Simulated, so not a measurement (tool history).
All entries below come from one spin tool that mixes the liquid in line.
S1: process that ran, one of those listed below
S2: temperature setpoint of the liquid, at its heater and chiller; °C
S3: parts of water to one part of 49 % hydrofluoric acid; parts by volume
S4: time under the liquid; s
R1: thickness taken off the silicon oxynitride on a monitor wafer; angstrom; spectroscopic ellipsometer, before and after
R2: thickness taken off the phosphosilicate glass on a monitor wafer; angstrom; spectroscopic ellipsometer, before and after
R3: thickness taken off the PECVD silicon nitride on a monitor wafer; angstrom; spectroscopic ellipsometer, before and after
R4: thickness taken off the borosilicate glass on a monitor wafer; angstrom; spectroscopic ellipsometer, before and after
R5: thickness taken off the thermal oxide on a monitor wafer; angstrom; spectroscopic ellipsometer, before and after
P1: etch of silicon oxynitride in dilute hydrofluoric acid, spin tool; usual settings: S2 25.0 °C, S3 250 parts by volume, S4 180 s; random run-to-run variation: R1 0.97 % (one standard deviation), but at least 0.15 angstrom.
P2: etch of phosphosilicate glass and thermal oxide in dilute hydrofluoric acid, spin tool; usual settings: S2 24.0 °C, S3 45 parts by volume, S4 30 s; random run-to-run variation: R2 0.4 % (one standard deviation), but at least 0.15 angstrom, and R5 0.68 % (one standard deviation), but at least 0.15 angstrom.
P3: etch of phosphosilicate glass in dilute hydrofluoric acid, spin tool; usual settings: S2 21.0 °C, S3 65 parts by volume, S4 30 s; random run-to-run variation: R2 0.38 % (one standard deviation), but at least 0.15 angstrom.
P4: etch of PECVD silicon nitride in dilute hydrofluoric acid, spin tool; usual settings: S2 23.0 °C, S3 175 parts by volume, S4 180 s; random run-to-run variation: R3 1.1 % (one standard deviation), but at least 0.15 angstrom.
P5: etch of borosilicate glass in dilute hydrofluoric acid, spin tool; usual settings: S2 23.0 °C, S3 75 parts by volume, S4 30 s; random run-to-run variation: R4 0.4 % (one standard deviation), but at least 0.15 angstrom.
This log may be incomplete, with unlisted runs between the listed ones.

run	hour	S1	S2	S3	S4	R1	R2	R3	R4	R5
1	12.7	P1	25.0	250	180	25.3510				
2	23.3	P3	21.0	65	15		287.32			
3	30.4	P1	25.0	250	335	46.9160				
4	39.6	P4	23.0	175	180			20.5530		
5	46.4	P5	23.0	75	30				107.150	
6	53.0	P5	23.0	75	30				107.090	
7	61.1	P5	23.0	75	15				53.672	
8	73.3	P2	24.0	45	30		525.06			34.254
9	81.6	P1	25.0	250	180	25.1460				
# hour 90.9: thermometer replaced
10	96.1	P1	17.0	250	180	18.4360				
11	108.2	P1	25.0	250	85	12.0730				
12	121.1	P2	24.0	45	45		780.93			51.091
13	128.5	P3	17.0	65	30		486.10			
14	139.0	P4	23.0	175	180			20.8430		
15	153.6	P5	23.0	140	30				53.082	
16	161.9	P1	25.0	250	180	25.1660				
17	176.1	P3	21.0	65	30		577.00			
18	188.5	P1	25.0	415	105	8.2064				
19	197.6	P4	23.0	100	180			34.6150		
20	207.8	P4	23.0	175	60			7.2377		
21	215.9	P2	24.0	75	30		302.11			19.810
22	223.4	P5	17.0	75	30				83.750	
23	238.6	P3	21.0	115	30		306.49			
24	248.7	P4	17.0	175	180			13.7110		
25	257.5	P1	25.0	390	180	14.9960				
26	266.0	P1	25.0	250	180	25.4910				
# hour 273.1: hydrofluoric acid flow meter replaced
27	276.2	P1	31.0	250	180	32.7950				
28	285.5	P1	25.0	115	180	60.8860				
29	300.5	P2	31.5	45	30		704.12			46.647
30	315.1	P1	25.0	250	180	25.3050				
31	326.7	P1	25.0	250	180	25.6280				
32	341.1	P1	25.0	250	180	24.7260				
33	348.2	P1	25.0	250	180	23.7460				
34	357.8	P1	25.0	250	180	23.9140				
35	370.8	P1	25.0	250	180	23.2810				
36	382.5	P1	25.0	250	180	23.8320				
37	391.2	P1	25.0	250	180	22.9980				
38	402.1	P1	25.0	250	180	23.1570				
39	416.4	P1	25.0	250	180	23.6580				
40	428.4	P1	25.0	250	180	23.0100				
41	441.5	P1	25.0	250	180	23.0000				

P1 has crept away from where it was. The log is fitted equally well by each of these 2 causes, at the sizes shown:
A: hydrofluoric acid flow below the setpoint (%) = 7.44
B: liquid colder than its thermometer reads (K) = 2.12
Creep in the process output first set in at about hour 326.7.

You are offered 4 check runs, listed below with question marks in place of their results; each one averages 2 wafers. Which run separates the listed causes by giving clearly different results for each?
check 1	454.6	P5	19.0	75	15				?	
check 2	454.6	P3	17.0	85	30		?			
check 3	454.6	P2	30.0	65	30		?			?
check 4	454.6	P4	18.0	105	180			?		

Outcome of each check run for each possible cause:
check	result	if A	if B
check 1	R4	41.680	41.434
check 2	R2	334.31	332.13
check 3	R2	412.19	413.14
check 3	R5	27.060	27.122
check 4	R3	22.2500	20.6900
Gap, in per cent, between the two causes that each check separates least, read from the result that separates them most: check 1 0.59 %; check 2 0.65 %; check 3 0.23 %; check 4 7.27 %
Only in check 4 would the causes give clearly different results; in the remaining checks their results would be nearly the same.

Here is what check 4 returned: R3 22.4610 angstrom. Which cause is it?

The cause is A: hydrofluoric acid flow below the setpoint (%).
